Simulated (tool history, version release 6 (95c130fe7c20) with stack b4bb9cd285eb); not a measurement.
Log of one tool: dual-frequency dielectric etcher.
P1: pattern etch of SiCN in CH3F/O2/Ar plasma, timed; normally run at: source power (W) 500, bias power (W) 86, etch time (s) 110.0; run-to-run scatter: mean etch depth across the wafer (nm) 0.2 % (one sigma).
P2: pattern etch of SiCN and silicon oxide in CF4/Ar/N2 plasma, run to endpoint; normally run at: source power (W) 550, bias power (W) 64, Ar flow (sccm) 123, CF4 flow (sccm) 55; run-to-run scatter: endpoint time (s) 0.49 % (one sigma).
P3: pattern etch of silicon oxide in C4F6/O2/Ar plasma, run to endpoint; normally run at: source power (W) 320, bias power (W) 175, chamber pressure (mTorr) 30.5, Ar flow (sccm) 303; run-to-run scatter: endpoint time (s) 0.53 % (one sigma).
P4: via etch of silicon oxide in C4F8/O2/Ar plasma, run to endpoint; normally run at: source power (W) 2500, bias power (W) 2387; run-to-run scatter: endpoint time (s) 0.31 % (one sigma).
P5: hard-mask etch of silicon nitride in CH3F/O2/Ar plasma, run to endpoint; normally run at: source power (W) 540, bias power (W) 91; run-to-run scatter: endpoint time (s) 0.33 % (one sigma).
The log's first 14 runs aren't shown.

run   hour  process that ran  source power (W)  bias power (W)  etch time (s)  chamber pressure (mTorr)  Ar flow (sccm)  CF4 flow (sccm)  hours since the last wet clean  hours since the last source power generator calibration  hours since the last bias power generator calibration  mean etch depth across the wafer (nm)  endpoint time (s)
 15   94.8                P3               320             175                                     30.5             303                                            372.2                                                   1290.2                                                  574.7                                                    12.740
 16  101.5                P5               540              91                                                                                                     378.9                                                   1296.9                                                  581.4                                                    64.475
 17  106.0                P3               320             175                                     30.5             414                                            383.4                                                   1301.4                                                  585.9                                                    13.199
 18  112.9                P1               500              86          110.0                                                                                      390.3                                                   1308.3                                                  592.8                                 48.185
     114.2  -- wet clean of the chamber
 19  119.5                P1               500              70          110.0                                                                                        5.3                                                   1314.9                                                  599.4                                 44.880
 20  123.6                P4              3440            2387                                                                                                       9.4                                                   1319.0                                                  603.5                                                   213.350
 21  127.7                P1               650             105          110.0                                                                                       13.5                                                   1323.1                                                  607.6                                 57.097
 22  131.6                P1               500              86          110.0                                                                                       17.4                                                   1327.0                                                  611.5                                 48.251
 23  136.3                P5               540             126                                                                                                      22.1                                                   1331.7                                                  616.2                                                    57.424
 24  140.9                P2               550              64                                                      123               55                            26.7                                                   1336.3                                                  620.8                                                    18.430
 25  148.3                P3               320             175                                     30.5             303                                             34.1                                                   1343.7                                                  628.2                                                    12.991
 26  152.2                P1               500             106          110.0                                                                                       38.0                                                   1347.6                                                  632.1                                 51.713
 27  158.4                P1               660              86          138.0                                                                                       44.2                                                   1353.8                                                  638.3                                 67.132

Forecast run 28:
 28  165.2                P2               550              64                                                      123               55                            51.0                                                   1360.6                                                  645.1                                                         ?

Run 28 gave endpoint time (s) 18.244.
